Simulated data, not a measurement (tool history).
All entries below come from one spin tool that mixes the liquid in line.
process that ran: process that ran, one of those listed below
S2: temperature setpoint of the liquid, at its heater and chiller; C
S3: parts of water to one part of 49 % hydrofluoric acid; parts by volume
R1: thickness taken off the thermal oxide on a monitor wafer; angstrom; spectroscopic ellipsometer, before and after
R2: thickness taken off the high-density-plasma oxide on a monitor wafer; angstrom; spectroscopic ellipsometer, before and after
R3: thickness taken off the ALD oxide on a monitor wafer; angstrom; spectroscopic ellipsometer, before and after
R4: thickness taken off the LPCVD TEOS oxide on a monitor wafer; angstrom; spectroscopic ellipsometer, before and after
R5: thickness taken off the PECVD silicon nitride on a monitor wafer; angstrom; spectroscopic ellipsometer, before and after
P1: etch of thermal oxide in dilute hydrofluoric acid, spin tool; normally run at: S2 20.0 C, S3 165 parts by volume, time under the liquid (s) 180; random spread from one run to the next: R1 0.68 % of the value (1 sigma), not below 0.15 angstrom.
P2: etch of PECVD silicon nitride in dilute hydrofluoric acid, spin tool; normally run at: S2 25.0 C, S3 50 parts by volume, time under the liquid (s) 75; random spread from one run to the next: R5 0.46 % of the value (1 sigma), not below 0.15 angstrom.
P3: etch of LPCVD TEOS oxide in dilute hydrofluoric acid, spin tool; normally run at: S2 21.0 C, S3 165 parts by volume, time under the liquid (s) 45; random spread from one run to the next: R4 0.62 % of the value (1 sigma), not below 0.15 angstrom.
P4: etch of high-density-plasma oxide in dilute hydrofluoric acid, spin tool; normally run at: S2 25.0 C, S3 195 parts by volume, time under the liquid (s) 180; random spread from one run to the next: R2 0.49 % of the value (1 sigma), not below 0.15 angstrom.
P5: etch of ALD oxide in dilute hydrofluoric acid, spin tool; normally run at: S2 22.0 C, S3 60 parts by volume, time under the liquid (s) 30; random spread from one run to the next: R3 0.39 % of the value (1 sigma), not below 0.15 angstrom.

run 1 hour=8.1 | process_that_ran=P1 S2=20.0 S3=165 time_under_the_liquid_(s)=180 | R1=42.291
run 2 hour=17.9 | process_that_ran=P4 S2=17.0 S3=195 time_under_the_liquid_(s)=180 | R2=33.459
run 3 hour=27.9 | process_that_ran=P4 S2=25.0 S3=80 time_under_the_liquid_(s)=180 | R2=127.750
run 4 hour=35.1 | process_that_ran=P1 S2=20.0 S3=265 time_under_the_liquid_(s)=180 | R1=23.863
run 5 hour=41.2 | process_that_ran=P1 S2=20.0 S3=165 time_under_the_liquid_(s)=180 | R1=42.201
run 6 hour=52.2 | process_that_ran=P5 S2=22.0 S3=60 time_under_the_liquid_(s)=30 | R3=99.688
run 7 hour=60.5 | process_that_ran=P5 S2=22.0 S3=60 time_under_the_liquid_(s)=60 | R3=200.030
run 8 hour=70.2 | process_that_ran=P1 S2=20.0 S3=95 time_under_the_liquid_(s)=180 | R1=79.571
run 9 hour=78.1 | process_that_ran=P5 S2=29.0 S3=60 time_under_the_liquid_(s)=30 | R3=132.050
run 10 hour=85.7 | process_that_ran=P3 S2=29.5 S3=165 time_under_the_liquid_(s)=45 | R4=64.712
run 11 hour=94.8 | process_that_ran=P4 S2=25.0 S3=195 time_under_the_liquid_(s)=60 | R2=15.148
run 12 hour=103.3 | process_that_ran=P3 S2=21.0 S3=165 time_under_the_liquid_(s)=15 | R4=15.855
run 13 hour=108.7 | process_that_ran=P2 S2=25.0 S3=50 time_under_the_liquid_(s)=125 | R5=83.762
run 14 hour=117.9 | process_that_ran=P5 S2=22.0 S3=105 time_under_the_liquid_(s)=30 | R3=54.359
run 15 hour=123.2 | process_that_ran=P3 S2=21.0 S3=165 time_under_the_liquid_(s)=45 | R4=46.345
run 16 hour=129.6 | process_that_ran=P2 S2=25.0 S3=50 time_under_the_liquid_(s)=75 | R5=50.189
run 17 hour=136.7 | process_that_ran=P1 S2=17.0 S3=165 time_under_the_liquid_(s)=180 | R1=37.263
run 18 hour=143.5 | process_that_ran=P2 S2=25.0 S3=30 time_under_the_liquid_(s)=75 | R5=82.048
run 19 hour=152.2 | process_that_ran=P1 S2=23.0 S3=165 time_under_the_liquid_(s)=60 | R1=15.685
run 20 hour=158.9 | process_that_ran=P3 S2=21.0 S3=250 time_under_the_liquid_(s)=45 | R4=28.787
run 21 hour=167.6 | process_that_ran=P2 S2=17.0 S3=50 time_under_the_liquid_(s)=75 | R5=28.911
run 22 hour=178.2 | process_that_ran=P1 S2=20.0 S3=165 time_under_the_liquid_(s)=180 | R1=41.733
run 23 hour=188.9 | process_that_ran=P1 S2=20.0 S3=165 time_under_the_liquid_(s)=180 | R1=42.434
run 24 hour=195.5 | process_that_ran=P1 S2=28.5 S3=165 time_under_the_liquid_(s)=180 | R1=57.869
run 25 hour=201.6 | process_that_ran=P1 S2=20.0 S3=165 time_under_the_liquid_(s)=180 | R1=42.071
run 26 hour=211.2 | process_that_ran=P1 S2=20.0 S3=165 time_under_the_liquid_(s)=360 | R1=84.579
run 27 hour=218.5 | process_that_ran=P5 S2=22.0 S3=60 time_under_the_liquid_(s)=30 | R3=100.010
run 28 hour=228.8 | process_that_ran=P4 S2=25.0 S3=195 time_under_the_liquid_(s)=180 | R2=45.554
run 29 hour=235.6 | process_that_ran=P1 S2=20.0 S3=165 time_under_the_liquid_(s)=70 | R1=16.549
run 30 hour=244.2 | process_that_ran=P3 S2=21.0 S3=165 time_under_the_liquid_(s)=45 | R4=46.891
run 31 hour=251.1 | process_that_ran=P4 S2=25.0 S3=195 time_under_the_liquid_(s)=180 | R2=45.783
run 32 hour=258.6 | process_that_ran=P1 S2=20.0 S3=165 time_under_the_liquid_(s)=180 | R1=42.530
run 33 hour=263.9 | process_that_ran=P1 S2=20.0 S3=165 time_under_the_liquid_(s)=180 | R1=41.134
run 34 hour=274.6 | process_that_ran=P1 S2=20.0 S3=165 time_under_the_liquid_(s)=180 | R1=39.704
run 35 hour=279.7 | process_that_ran=P1 S2=20.0 S3=165 time_under_the_liquid_(s)=180 | R1=39.338
run 36 hour=288.5 | process_that_ran=P1 S2=20.0 S3=165 time_under_the_liquid_(s)=180 | R1=38.470
run 37 hour=299.3 | process_that_ran=P1 S2=20.0 S3=165 time_under_the_liquid_(s)=180 | R1=39.169
run 38 hour=304.7 | process_that_ran=P1 S2=20.0 S3=165 time_under_the_liquid_(s)=180 | R1=38.587
run 39 hour=313.6 | process_that_ran=P1 S2=20.0 S3=165 time_under_the_liquid_(s)=180 | R1=38.377
run 40 hour=322.7 | process_that_ran=P1 S2=20.0 S3=165 time_under_the_liquid_(s)=180 | R1=38.402
run 41 hour=332.2 | process_that_ran=P1 S2=20.0 S3=165 time_under_the_liquid_(s)=180 | R1=38.351

Something has made what P1 gives creep away from where it was; the 2 causes below, each at its own stated size, fit the log equally well:
A: liquid colder than its thermometer reads (K) = 2.45
B: hydrofluoric acid flow below the setpoint (%) = 7.99
The onset of the drift is placed at about hour 258.6.

Consider the 4 single-wafer check runs listed below, results given as question marks: which one distinguishes between the causes by giving clearly different results for each?
run check 1 hour=341.7 | process_that_ran=P4 S2=17.0 S3=195 time_under_the_liquid_(s)=105 | R2=?
run check 2 hour=341.7 | process_that_ran=P2 S2=25.0 S3=50 time_under_the_liquid_(s)=120 | R5=?
run check 3 hour=341.7 | process_that_ran=P5 S2=28.5 S3=105 time_under_the_liquid_(s)=30 | R3=?
run check 4 hour=341.7 | process_that_ran=P3 S2=26.5 S3=165 time_under_the_liquid_(s)=25 | R4=?

What every check run would give for each of its results, assuming each possible cause in turn:
check=check_1 result=R2 if_A=17.696 if_B=17.706
check=check_2 result=R5 if_A=67.826 if_B=73.757
check=check_3 result=R3 if_A=63.455 if_B=63.345
check=check_4 result=R4 if_A=29.299 if_B=29.046
Distance between the nearest two causes, measured in the result of the check that separates them most: check 1 0.06 %; check 2 8.38 %; check 3 0.17 %; check 4 0.87 %
The other checks would show nearly matching results whichever cause is true, so check 2 is the only one that separates the causes.

Then check 2 was run and gave: R5 73.604 angstrom. Which cause is it?

B is the cause: hydrofluoric acid flow below the setpoint (%).

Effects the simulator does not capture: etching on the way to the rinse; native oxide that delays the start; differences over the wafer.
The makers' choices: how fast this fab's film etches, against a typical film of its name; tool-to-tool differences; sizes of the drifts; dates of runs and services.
